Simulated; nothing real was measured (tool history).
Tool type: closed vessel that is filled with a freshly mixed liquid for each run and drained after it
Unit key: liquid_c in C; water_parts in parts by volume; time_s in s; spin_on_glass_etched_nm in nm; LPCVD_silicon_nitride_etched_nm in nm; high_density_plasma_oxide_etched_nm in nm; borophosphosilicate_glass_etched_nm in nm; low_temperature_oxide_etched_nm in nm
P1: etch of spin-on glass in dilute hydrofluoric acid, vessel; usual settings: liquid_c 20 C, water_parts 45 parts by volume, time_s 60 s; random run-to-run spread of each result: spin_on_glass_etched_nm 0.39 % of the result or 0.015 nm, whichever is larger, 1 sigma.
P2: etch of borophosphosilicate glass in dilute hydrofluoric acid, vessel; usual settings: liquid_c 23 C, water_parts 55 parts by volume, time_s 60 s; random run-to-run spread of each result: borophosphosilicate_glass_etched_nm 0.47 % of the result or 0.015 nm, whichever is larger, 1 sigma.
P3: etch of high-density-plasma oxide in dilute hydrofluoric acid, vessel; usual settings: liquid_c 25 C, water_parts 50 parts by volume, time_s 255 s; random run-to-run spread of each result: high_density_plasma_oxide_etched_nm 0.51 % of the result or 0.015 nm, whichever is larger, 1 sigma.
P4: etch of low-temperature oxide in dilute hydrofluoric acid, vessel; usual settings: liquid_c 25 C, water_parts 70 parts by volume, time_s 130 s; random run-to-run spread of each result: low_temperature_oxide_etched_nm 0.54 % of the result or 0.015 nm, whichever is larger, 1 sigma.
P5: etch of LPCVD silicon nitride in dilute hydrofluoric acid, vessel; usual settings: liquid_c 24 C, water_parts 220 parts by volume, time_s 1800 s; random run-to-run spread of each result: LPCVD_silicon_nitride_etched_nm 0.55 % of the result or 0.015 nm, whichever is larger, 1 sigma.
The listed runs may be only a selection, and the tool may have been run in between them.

run   hour  process  liquid_c  water_parts  time_s  hours since the thermometer was replaced  hours since the hydrofluoric acid flow meter was replaced  spin_on_glass_etched_nm  LPCVD_silicon_nitride_etched_nm  high_density_plasma_oxide_etched_nm  borophosphosilicate_glass_etched_nm  low_temperature_oxide_etched_nm
  1    7.4       P1        20           45      60                                    1023.8                                                       1078                   54.904
  2   22.7       P1      27.5           45      60                                    1039.1                                                     1093.3                   74.886
  3   35.5       P1        20           45      95                                    1051.9                                                     1106.1                   86.798
  4   51.5       P1        20           45      60                                    1067.9                                                     1122.1                   54.636
  5   60.1       P5        24          220    1800                                    1076.5                                                     1130.7                                                    3.9098
  6   69.4       P3        25           50     255                                    1085.8                                                       1140                                                                                         33.472
  7   79.6       P2        23           55      60                                      1096                                                     1150.2                                                                                                                              49.239
  8   90.8       P1        20           45      60                                    1107.2                                                     1161.4                   55.187
  9  106.6       P5        24           60    1800                                      1123                                                     1177.2                                                    14.312
 10  113.7       P2        23           55      60                                    1130.1                                                     1184.3                                                                                                                              49.037
 11  127.8       P5        24          220    3215                                    1144.2                                                     1198.4                                                     6.979
 12  136.6       P3        25           50     255                                      1153                                                     1207.2                                                                                         33.295
 13  146.7       P1        20           45      30                                    1163.1                                                     1217.3                   27.458
 14  158.1       P1        20           45      60                                    1174.5                                                     1228.7                   54.939
 15  170.8       P5        19          220    1800                                    1187.2                                                     1241.4                                                    2.8408
 16  179.4       P4        25           35     130                                    1195.8                                                       1250                                                                                                                                                               68.597
 17  188.9       P2        23           90      60                                    1205.3                                                     1259.5                                                                                                                               28.84
 18  201.3       P4      19.5           70     130                                    1217.7                                                     1271.9                                                                                                                                                               26.461
 19  216.4       P1        17           45      60                                    1232.8                                                       1287                   48.063
 20  225.9       P1        20           25      60                                    1242.3                                                     1296.5                   100.75
 21  239.5       P1        20           45      60                                    1255.9                                                     1310.1                   54.789
 22  254.2       P3      19.5           50     255                                    1270.6                                                     1324.8                                                                                         26.453

What does the tool deliver on the next run?
 23  269.7       P1        17           45      90                                    1286.1                                                     1340.3                        ?

spin_on_glass_etched_nm: 73.129 nm
